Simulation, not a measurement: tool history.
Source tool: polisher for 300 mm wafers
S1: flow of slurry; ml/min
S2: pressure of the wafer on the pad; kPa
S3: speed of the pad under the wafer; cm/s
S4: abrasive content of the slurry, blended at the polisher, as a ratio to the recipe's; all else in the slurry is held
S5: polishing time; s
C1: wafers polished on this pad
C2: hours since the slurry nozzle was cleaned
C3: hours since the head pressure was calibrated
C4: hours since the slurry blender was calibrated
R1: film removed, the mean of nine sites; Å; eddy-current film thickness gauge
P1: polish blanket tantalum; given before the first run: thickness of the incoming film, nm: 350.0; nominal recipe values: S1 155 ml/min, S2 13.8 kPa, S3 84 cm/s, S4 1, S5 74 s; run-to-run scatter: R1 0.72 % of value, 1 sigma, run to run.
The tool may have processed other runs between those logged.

run    day   S1    S2   S3   S4   S5    C1     C2      C3     C4      R1
  1  0.638  155  13.8   84    1   74   425  465.7     794   64.7  1165.3
  2  1.042  155  13.8   84    1   74   518  475.4   803.7   74.4  1146.6
  3  1.346  155  20.7   84    1   74   588  482.7     811   81.7  1732.9
  4  1.875  155  13.8   84    1   74   709  495.4   823.7   94.4    1166
  5  2.462  155  13.8   84    1   74   844  509.5   837.8  108.5    1151
  6  2.788  155  13.8   84  1.4   74   918  517.3   845.6  116.3  1265.1
  7  3.438  155  13.8   84    1   74  1068  532.9   861.2  131.9    1147
  8      4  155  13.8   46    1   74  1197  546.4   874.7  145.4  635.92
  9  4.354  155  13.8   84    1   74  1278  554.9   883.2  153.9  1162.4
 10  4.717  205  13.8   84    1   74  1361  563.6   891.9  162.6  1200.8
 11  5.021  155  13.8   84    1   33  1431  570.9   899.2  169.9  515.73
 12  5.404  155  13.8  110    1   74  1519  580.1   908.4  179.1  1505.4
 13  5.712   95  13.8   84    1   74  1589  587.5   915.8  186.5  1048.6
 14  6.354  155  13.8   84    1  113  1737  602.9   931.2  201.9  1770.1
 15   6.65  155  13.8   84  0.6   74  1804    610   938.3    209  970.33
 16  7.221  155   6.2   84    1   74  1935  623.7     952  222.7   517.9
 17  7.796  215  13.8   58    1   74  2067  637.5   965.8  236.5  830.23
 18    8.2  225  13.8   52    1   74  2160  647.2   975.5  246.2  745.01
 19  8.625  155  13.8   84    1   74  2257  657.4   985.7  256.4  1148.8
 20  9.171  155  13.8   84    1   74  2383  670.5   998.8  269.5  1097.2
 21  9.817  155  13.8   84    1   74  2531    686  1014.3    285  1065.1

What will run 22 give?
     10.062  -- worn pad replaced by a new one
 22  10.171  155  13.8  84   1  74  25  694.5  1022.8  293.5   ?

Run 22 produced R1 1041.2 Å.

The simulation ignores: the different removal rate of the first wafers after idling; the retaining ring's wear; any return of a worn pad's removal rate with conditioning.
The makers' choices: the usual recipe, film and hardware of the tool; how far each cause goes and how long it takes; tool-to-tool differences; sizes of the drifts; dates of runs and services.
